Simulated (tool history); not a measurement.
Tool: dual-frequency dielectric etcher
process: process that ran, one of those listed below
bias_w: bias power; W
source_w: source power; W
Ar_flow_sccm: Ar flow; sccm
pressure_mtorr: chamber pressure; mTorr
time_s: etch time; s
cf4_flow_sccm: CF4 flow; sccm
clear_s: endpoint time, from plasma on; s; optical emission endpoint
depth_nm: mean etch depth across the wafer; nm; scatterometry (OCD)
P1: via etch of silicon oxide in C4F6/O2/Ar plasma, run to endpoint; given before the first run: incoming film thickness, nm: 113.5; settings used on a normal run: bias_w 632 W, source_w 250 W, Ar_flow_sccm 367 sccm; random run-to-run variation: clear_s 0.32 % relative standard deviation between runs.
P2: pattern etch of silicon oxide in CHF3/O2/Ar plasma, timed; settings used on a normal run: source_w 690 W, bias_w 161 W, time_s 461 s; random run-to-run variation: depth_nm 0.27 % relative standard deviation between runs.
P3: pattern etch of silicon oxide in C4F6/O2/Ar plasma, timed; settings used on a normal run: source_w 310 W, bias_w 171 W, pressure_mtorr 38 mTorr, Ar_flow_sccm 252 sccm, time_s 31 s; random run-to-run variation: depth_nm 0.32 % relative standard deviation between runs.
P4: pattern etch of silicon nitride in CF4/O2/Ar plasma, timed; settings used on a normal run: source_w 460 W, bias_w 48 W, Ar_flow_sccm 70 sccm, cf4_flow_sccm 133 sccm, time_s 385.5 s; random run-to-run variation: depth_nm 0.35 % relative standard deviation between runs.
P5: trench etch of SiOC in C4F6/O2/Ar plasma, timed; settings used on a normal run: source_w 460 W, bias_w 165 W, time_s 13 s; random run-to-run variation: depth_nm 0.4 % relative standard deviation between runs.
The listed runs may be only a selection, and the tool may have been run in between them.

Run 1, hour 10.3: process P1, bias_w 632 W, source_w 250 W, Ar_flow_sccm 367 sccm. Result: clear_s 28.253 s.
Run 2, hour 21.2: process P3, bias_w 171 W, source_w 310 W, Ar_flow_sccm 252 sccm, pressure_mtorr 38 mTorr, time_s 19.5 s. Result: depth_nm 56.558 nm.
Run 3, hour 33.5: process P1, bias_w 632 W, source_w 250 W, Ar_flow_sccm 470 sccm. Result: clear_s 29.167 s.
Run 4, hour 41.4: process P4, bias_w 48 W, source_w 460 W, Ar_flow_sccm 70 sccm, time_s 385.5 s, cf4_flow_sccm 182 sccm. Result: depth_nm 773.25 nm.
Run 5, hour 53.5: process P4, bias_w 48 W, source_w 460 W, Ar_flow_sccm 51 sccm, time_s 385.5 s, cf4_flow_sccm 133 sccm. Result: depth_nm 770.83 nm.
Run 6, hour 61.2: process P1, bias_w 632 W, source_w 200 W, Ar_flow_sccm 367 sccm. Result: clear_s 30.56 s.
Run 7, hour 69.1: process P1, bias_w 632 W, source_w 250 W, Ar_flow_sccm 291 sccm. Result: clear_s 27.688 s.
Run 8, hour 84.5: process P3, bias_w 132 W, source_w 310 W, Ar_flow_sccm 252 sccm, pressure_mtorr 38 mTorr, time_s 31 s. Result: depth_nm 82.705 nm.
Run 9, hour 94.3: process P4, bias_w 62 W, source_w 460 W, Ar_flow_sccm 70 sccm, time_s 385.5 s, cf4_flow_sccm 133 sccm. Result: depth_nm 821.89 nm.
Run 10, hour 106.4: process P3, bias_w 171 W, source_w 310 W, Ar_flow_sccm 252 sccm, pressure_mtorr 48.5 mTorr, time_s 31 s. Result: depth_nm 87.151 nm.
Run 11, hour 118.5: process P1, bias_w 632 W, source_w 250 W, Ar_flow_sccm 367 sccm. Result: clear_s 28.421 s.
Run 12, hour 129.9: process P4, bias_w 48 W, source_w 460 W, Ar_flow_sccm 70 sccm, time_s 385.5 s, cf4_flow_sccm 133 sccm. Result: depth_nm 751.54 nm.
Run 13, hour 144: process P1, bias_w 632 W, source_w 250 W, Ar_flow_sccm 367 sccm. Result: clear_s 28.465 s.
Run 14, hour 151.1: process P3, bias_w 171 W, source_w 310 W, Ar_flow_sccm 252 sccm, pressure_mtorr 38 mTorr, time_s 31 s. Result: depth_nm 88.944 nm.
Run 15, hour 160.4: process P1, bias_w 835 W, source_w 310 W, Ar_flow_sccm 367 sccm. Result: clear_s 23.554 s.
Run 16, hour 172: process P5, bias_w 165 W, source_w 460 W, time_s 13 s. Result: depth_nm 29.028 nm.
Run 17, hour 180.1: process P1, bias_w 632 W, source_w 250 W, Ar_flow_sccm 367 sccm. Result: clear_s 28.379 s.
Run 18, hour 195: process P5, bias_w 123 W, source_w 460 W, time_s 13 s. Result: depth_nm 26.355 nm.
Run 19, hour 204.8: process P1, bias_w 632 W, source_w 300 W, Ar_flow_sccm 367 sccm. Result: clear_s 26.475 s.
Run 20, hour 215: process P5, bias_w 165 W, source_w 280 W, time_s 13 s. Result: depth_nm 23.535 nm.
Run 21, hour 222.7: process P2, bias_w 161 W, source_w 690 W, time_s 673 s. Result: depth_nm 1377.3 nm.
Run 22, hour 237.5: process P2, bias_w 161 W, source_w 840 W, time_s 461 s. Result: depth_nm 1019 nm.
Run 23, hour 251.7: process P3, bias_w 171 W, source_w 400 W, Ar_flow_sccm 252 sccm, pressure_mtorr 38 mTorr, time_s 31 s. Result: depth_nm 99.248 nm.
Run 24, hour 266.9: process P5, bias_w 165 W, source_w 460 W, time_s 7.5 s. Result: depth_nm 16.651 nm.
Run 25, hour 279: process P1, bias_w 632 W, source_w 250 W, Ar_flow_sccm 367 sccm. Result: clear_s 28.575 s.
Run 26, hour 287.4: process P1, bias_w 392 W, source_w 250 W, Ar_flow_sccm 476 sccm. Result: clear_s 35.217 s.
Run 27, hour 302.8: process P1, bias_w 463 W, source_w 250 W, Ar_flow_sccm 367 sccm. Result: clear_s 31.928 s.
Run 28, hour 311.4: process P2, bias_w 201 W, source_w 690 W, time_s 461 s. Result: depth_nm 1015.3 nm.
Run 29, hour 321.9: process P3, bias_w 171 W, source_w 310 W, Ar_flow_sccm 147 sccm, pressure_mtorr 38 mTorr, time_s 31 s. Result: depth_nm 94.791 nm.
Run 30, hour 331.1: process P4, bias_w 48 W, source_w 460 W, Ar_flow_sccm 70 sccm, time_s 472 s, cf4_flow_sccm 133 sccm. Result: depth_nm 918.65 nm.
Run 31, hour 346.8: process P4, bias_w 48 W, source_w 360 W, Ar_flow_sccm 70 sccm, time_s 385.5 s, cf4_flow_sccm 133 sccm. Result: depth_nm 603.77 nm.
At hour 347.2: source power generator calibrated.
Run 32, hour 362.6: process P2, bias_w 161 W, source_w 690 W, time_s 461 s. Result: depth_nm 946.26 nm.
Run 33, hour 373.7: process P1, bias_w 860 W, source_w 250 W, Ar_flow_sccm 367 sccm. Result: clear_s 25.066 s.
Run 34, hour 381.7: process P5, bias_w 165 W, source_w 460 W, time_s 13 s. Result: depth_nm 28.778 nm.
Run 35, hour 396.1: process P1, bias_w 632 W, source_w 250 W, Ar_flow_sccm 367 sccm. Result: clear_s 28.376 s.
Run 36, hour 407.3: process P1, bias_w 632 W, source_w 250 W, Ar_flow_sccm 367 sccm. Result: clear_s 28.467 s.
Run 37, hour 420.2: process P1, bias_w 632 W, source_w 250 W, Ar_flow_sccm 367 sccm. Result: clear_s 28.697 s.
Run 38, hour 435.8: process P1, bias_w 632 W, source_w 250 W, Ar_flow_sccm 367 sccm. Result: clear_s 28.669 s.
At hour 441.8: wet clean of the chamber.
Run 39, hour 443.7: process P1, bias_w 632 W, source_w 250 W, Ar_flow_sccm 367 sccm. Result: clear_s 28.854 s.
Run 40, hour 452.6: process P1, bias_w 632 W, source_w 250 W, Ar_flow_sccm 367 sccm. Result: clear_s 28.539 s.
At hour 456.3: Ar flow controller replaced.
Run 41, hour 460.4: process P1, bias_w 632 W, source_w 250 W, Ar_flow_sccm 367 sccm. Result: clear_s 28.705 s.
Run 42, hour 475: process P1, bias_w 632 W, source_w 250 W, Ar_flow_sccm 367 sccm. Result: clear_s 28.865 s.
Run 43, hour 487.8: process P1, bias_w 632 W, source_w 250 W, Ar_flow_sccm 367 sccm. Result: clear_s 28.789 s.
Run 44, hour 503.2: process P1, bias_w 632 W, source_w 250 W, Ar_flow_sccm 367 sccm. Result: clear_s 28.931 s.
Run 45, hour 514.1: process P1, bias_w 632 W, source_w 250 W, Ar_flow_sccm 367 sccm. Result: clear_s 28.812 s.

What P1 gives has crept off from where it sat before. The 2 causes that follow fit the log equally well, each at the size noted:
A: bias power that arrives under what is set, % = 3.95
B: source power that arrives under what is set, % = 4.28
Onset of the creep was near hour 396.1.
The rest of the possible causes, and what rules out each one:
chamber walls in a state that lowers the etch rate, %: work on it at hour 441.8, done after the drift set in, did not restore what the process gave before
Ar flow that arrives over what is set, %: work on it at hour 456.3, done after the drift set in, did not restore what the process gave before

The list below offers 4 check runs, each averaging the results of 2 wafers, and shows each result as a question mark. For which of them would the listed causes give clearly different results?
Run check 1, hour 525: process P2, bias_w 161 W, source_w 690 W, time_s 461 s. Result: depth_nm ?.
Run check 2, hour 525: process P4, bias_w 48 W, source_w 460 W, Ar_flow_sccm 70 sccm, time_s 385.5 s, cf4_flow_sccm 133 sccm. Result: depth_nm ?.
Run check 3, hour 525: process P5, bias_w 165 W, source_w 460 W, time_s 13 s. Result: depth_nm ?.
Run check 4, hour 525: process P3, bias_w 171 W, source_w 310 W, Ar_flow_sccm 252 sccm, pressure_mtorr 38 mTorr, time_s 31 s. Result: depth_nm ?.

What every check run would give for each of its results, assuming each possible cause in turn:
  check    result    if A    if B
check 1  depth_nm  930.71  927.14
check 2  depth_nm  740.43   722.5
check 3  depth_nm  28.445  28.308
check 4  depth_nm  88.454  88.082
Per check, the gap between the least separated pair of causes, taken in the result that splits them most: check 1 0.38 %; check 2 2.45 %; check 3 0.48 %; check 4 0.42 %
Check 2 tells the causes apart: in the others they would give nearly the same result.

Check 2 was carried out, with these results: depth_nm 722.62 nm. Which of the listed causes is responsible?

B is the cause: source power that arrives under what is set, %.

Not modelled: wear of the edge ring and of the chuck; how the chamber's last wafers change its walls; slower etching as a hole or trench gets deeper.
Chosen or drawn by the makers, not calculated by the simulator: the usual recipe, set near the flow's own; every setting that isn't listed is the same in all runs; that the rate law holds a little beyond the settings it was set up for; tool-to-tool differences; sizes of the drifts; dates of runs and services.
